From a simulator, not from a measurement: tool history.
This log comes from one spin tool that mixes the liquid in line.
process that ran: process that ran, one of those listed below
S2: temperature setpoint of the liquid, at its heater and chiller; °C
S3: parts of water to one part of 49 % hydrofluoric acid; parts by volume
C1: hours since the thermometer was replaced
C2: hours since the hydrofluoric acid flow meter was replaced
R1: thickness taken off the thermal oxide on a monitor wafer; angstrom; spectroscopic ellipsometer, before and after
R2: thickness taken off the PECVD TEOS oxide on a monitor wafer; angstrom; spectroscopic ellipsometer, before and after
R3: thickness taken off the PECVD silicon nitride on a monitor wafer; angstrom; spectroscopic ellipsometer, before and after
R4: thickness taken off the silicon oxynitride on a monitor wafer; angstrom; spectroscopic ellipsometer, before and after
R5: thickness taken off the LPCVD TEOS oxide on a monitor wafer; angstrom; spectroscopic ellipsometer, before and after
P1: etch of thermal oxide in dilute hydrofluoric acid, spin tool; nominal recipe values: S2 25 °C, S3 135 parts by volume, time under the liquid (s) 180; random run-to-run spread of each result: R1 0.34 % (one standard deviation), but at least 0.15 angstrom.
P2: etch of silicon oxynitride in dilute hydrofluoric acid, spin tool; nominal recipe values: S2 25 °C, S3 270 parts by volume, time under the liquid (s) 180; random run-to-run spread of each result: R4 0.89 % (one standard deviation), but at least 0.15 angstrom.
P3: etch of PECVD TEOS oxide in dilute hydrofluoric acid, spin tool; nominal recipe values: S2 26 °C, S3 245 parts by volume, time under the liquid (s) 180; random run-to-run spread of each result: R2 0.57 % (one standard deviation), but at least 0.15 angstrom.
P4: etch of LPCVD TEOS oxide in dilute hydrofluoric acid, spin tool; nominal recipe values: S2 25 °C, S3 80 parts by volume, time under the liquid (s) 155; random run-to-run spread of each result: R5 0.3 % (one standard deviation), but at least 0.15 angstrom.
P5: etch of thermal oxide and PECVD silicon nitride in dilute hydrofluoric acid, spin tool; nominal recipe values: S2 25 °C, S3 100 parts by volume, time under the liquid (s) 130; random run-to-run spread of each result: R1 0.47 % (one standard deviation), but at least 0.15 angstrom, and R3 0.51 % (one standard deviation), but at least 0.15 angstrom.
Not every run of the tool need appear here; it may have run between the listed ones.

run 1 hour=6.2 | process_that_ran=P1 S2=25 S3=135 time_under_the_liquid_(s)=180 | C1=827.9 C2=710.6 | R1=63.512
run 2 hour=11.8 | process_that_ran=P1 S2=25 S3=135 time_under_the_liquid_(s)=330 | C1=833.5 C2=716.2 | R1=115.14
run 3 hour=17.8 | process_that_ran=P3 S2=26 S3=245 time_under_the_liquid_(s)=180 | C1=839.5 C2=722.2 | R2=98.822
run 4 hour=23.6 | process_that_ran=P1 S2=25 S3=135 time_under_the_liquid_(s)=180 | C1=845.3 C2=728 | R1=63.217
run 5 hour=32.5 | process_that_ran=P5 S2=25 S3=100 time_under_the_liquid_(s)=130 | C1=854.2 C2=736.9 | R1=66.896 R3=79.551
run 6 hour=37.4 | process_that_ran=P1 S2=25 S3=35 time_under_the_liquid_(s)=180 | C1=859.1 C2=741.8 | R1=276.88
run 7 hour=44.4 | process_that_ran=P5 S2=30.5 S3=100 time_under_the_liquid_(s)=130 | C1=866.1 C2=748.8 | R1=82.608 R3=111.61
run 8 hour=53.2 | process_that_ran=P3 S2=26 S3=75 time_under_the_liquid_(s)=180 | C1=874.9 C2=757.6 | R2=396.88
run 9 hour=62.5 | process_that_ran=P1 S2=25 S3=135 time_under_the_liquid_(s)=15 | C1=884.2 C2=766.9 | R1=5.3587
run 10 hour=68.5 | process_that_ran=P2 S2=25 S3=270 time_under_the_liquid_(s)=180 | C1=890.2 C2=772.9 | R4=25.978
run 11 hour=79.4 | process_that_ran=P2 S2=25 S3=270 time_under_the_liquid_(s)=100 | C1=901.1 C2=783.8 | R4=13.836
run 12 hour=84.2 | process_that_ran=P5 S2=25 S3=150 time_under_the_liquid_(s)=130 | C1=905.9 C2=788.6 | R1=42.307 R3=53.167
run 13 hour=90.6 | process_that_ran=P4 S2=25 S3=80 time_under_the_liquid_(s)=240 | C1=912.3 C2=795 | R5=625.76
run 14 hour=100.9 | process_that_ran=P1 S2=25 S3=70 time_under_the_liquid_(s)=260 | C1=922.6 C2=805.3 | R1=191.5
run 15 hour=105.6 | process_that_ran=P3 S2=20.5 S3=245 time_under_the_liquid_(s)=180 | C1=927.3 C2=810 | R2=81.143
run 16 hour=112 | process_that_ran=P3 S2=26 S3=245 time_under_the_liquid_(s)=180 | C1=933.7 C2=816.4 | R2=99.014
run 17 hour=120.5 | process_that_ran=P1 S2=25 S3=135 time_under_the_liquid_(s)=180 | C1=942.2 C2=824.9 | R1=62.952
run 18 hour=126.7 | process_that_ran=P2 S2=21 S3=270 time_under_the_liquid_(s)=180 | C1=948.4 C2=831.1 | R4=21.78
run 19 hour=133.1 | process_that_ran=P4 S2=17 S3=80 time_under_the_liquid_(s)=155 | C1=954.8 C2=837.5 | R5=291.15
run 20 hour=142.3 | process_that_ran=P1 S2=25 S3=135 time_under_the_liquid_(s)=180 | C1=964 C2=846.7 | R1=62.836
run 21 hour=149.1 | process_that_ran=P1 S2=25 S3=225 time_under_the_liquid_(s)=180 | C1=970.8 C2=853.5 | R1=34.053
run 22 hour=157.4 | process_that_ran=P1 S2=25 S3=135 time_under_the_liquid_(s)=180 | C1=979.1 C2=861.8 | R1=62.991
run 23 hour=167.5 | process_that_ran=P5 S2=25 S3=100 time_under_the_liquid_(s)=260 | C1=989.2 C2=871.9 | R1=132.49 R3=157.96
run 24 hour=173 | process_that_ran=P1 S2=30 S3=135 time_under_the_liquid_(s)=180 | C1=994.7 C2=877.4 | R1=76.492
run 25 hour=181.7 | process_that_ran=P1 S2=17 S3=135 time_under_the_liquid_(s)=180 | C1=1003.4 C2=886.1 | R1=45.978

Run 26 comes next. What will it give?
run 26 hour=188.4 | process_that_ran=P4 S2=25 S3=80 time_under_the_liquid_(s)=155 | C1=1010.1 C2=892.8 | R5=?

R5: 406.26 angstrom

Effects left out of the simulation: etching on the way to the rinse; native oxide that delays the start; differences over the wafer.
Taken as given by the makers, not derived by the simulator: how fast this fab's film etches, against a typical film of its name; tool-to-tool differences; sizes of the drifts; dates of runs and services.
